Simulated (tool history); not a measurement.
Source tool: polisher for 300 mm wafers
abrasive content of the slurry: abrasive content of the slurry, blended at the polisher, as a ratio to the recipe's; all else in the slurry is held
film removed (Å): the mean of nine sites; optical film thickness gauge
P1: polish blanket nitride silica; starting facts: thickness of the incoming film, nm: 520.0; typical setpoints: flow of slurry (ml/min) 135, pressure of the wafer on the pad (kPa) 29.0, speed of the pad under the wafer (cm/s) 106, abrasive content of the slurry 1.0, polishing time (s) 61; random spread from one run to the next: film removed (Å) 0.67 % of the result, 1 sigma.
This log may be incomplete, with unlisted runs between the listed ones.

run   hour  flow of slurry (ml/min)  pressure of the wafer on the pad (kPa)  speed of the pad under the wafer (cm/s)  abrasive content of the slurry  polishing time (s)  wafers polished on this pad  hours since the slurry nozzle was cleaned  hours since the head pressure was calibrated  hours since the slurry blender was calibrated  hours since the conditioning disc was replaced  film removed (Å)
  1    4.8                      135                                    29.0                                      106                             1.0                  61                          894                                      246.5                                         959.9                                          141.5                                           105.1            405.11
  2    8.8                      135                                    29.0                                      106                             1.0                  61                          934                                      250.5                                         963.9                                          145.5                                           109.1            404.92
  3   13.3                      135                                    29.0                                       48                             1.0                  61                          980                                      255.0                                         968.4                                          150.0                                           113.6            215.75
  4   17.1                      135                                    42.7                                      106                             1.0                  61                         1018                                      258.8                                         972.2                                          153.8                                           117.4            601.16
  5   22.4                      135                                    29.0                                      106                             1.0                  61                         1072                                      264.1                                         977.5                                          159.1                                           122.7            405.72
  6   26.6                      135                                    29.0                                      106                             1.0                  61                         1114                                      268.3                                         981.7                                          163.3                                           126.9            412.29
  7   32.2                       80                                    14.5                                      106                             1.0                  61                         1171                                      273.9                                         987.3                                          168.9                                           132.5            179.42
  8   35.9                      135                                    29.0                                      106                             1.0                  61                         1208                                      277.6                                         991.0                                          172.6                                           136.2            404.66
  9   41.7                      135                                    13.1                                      106                             1.0                  61                         1267                                      283.4                                         996.8                                          178.4                                           142.0            184.84
 10   46.5                      210                                    29.0                                      106                             1.0                  61                         1315                                      288.2                                        1001.6                                          183.2                                           146.8            435.04
 11   49.9                      135                                    29.0                                      106                             1.4                  61                         1349                                      291.6                                        1005.0                                          186.6                                           150.2            474.87
 12   54.3                      135                                    29.0                                      106                             1.0                  86                         1394                                      296.0                                        1009.4                                          191.0                                           154.6            566.02
 13   58.4                      135                                    29.0                                      106                             1.0                  27                         1435                                      300.1                                        1013.5                                          195.1                                           158.7            179.25
 14   62.9                      135                                    29.0                                      106                             1.0                  61                         1481                                      304.6                                        1018.0                                          199.6                                           163.2            408.19
 15   67.9                      135                                    29.0                                      106                             0.5                  61                         1531                                      309.6                                        1023.0                                          204.6                                           168.2            281.44
 16   73.2                      135                                    29.0                                      106                             1.0                  61                         1585                                      314.9                                        1028.3                                          209.9                                           173.5            406.49
 17   76.4                       85                                    29.0                                      106                             1.0                  61                         1617                                      318.1                                        1031.5                                          213.1                                           176.7            368.06
 18   80.9                      135                                    29.0                                      156                             1.0                  61                         1662                                      322.6                                        1036.0                                          217.6                                           181.2            555.13
 19   84.2                      135                                    29.0                                      106                             1.0                  61                         1696                                      325.9                                        1039.3                                          220.9                                           184.5            404.94
 20   86.8                      135                                    29.0                                      106                             1.0                  61                         1722                                      328.5                                        1041.9                                          223.5                                           187.1            394.87
 21   92.4                      135                                    29.0                                      106                             1.0                  61                         1779                                      334.1                                        1047.5                                          229.1                                           192.7            375.91
 22   96.7                      135                                    29.0                                      106                             1.0                  61                         1822                                      338.4                                        1051.8                                          233.4                                           197.0            367.98
      99.7  -- conditioning disc replaced and pad reconditioned
      99.9  -- head pressure recalibrated
     100.4  -- slurry nozzle cleaned
 23  101.2                      135                                    29.0                                      106                             1.0                  61                         1867                                        0.8                                           1.4                                          237.9                                             1.5            370.19

Expected results for the next run?
 24  104.2                      135                                    29.0                                      106                             1.0                  61                         1898                                        3.8                                           4.4                                          240.9                                             4.5                 ?

film removed (Å): 366.55
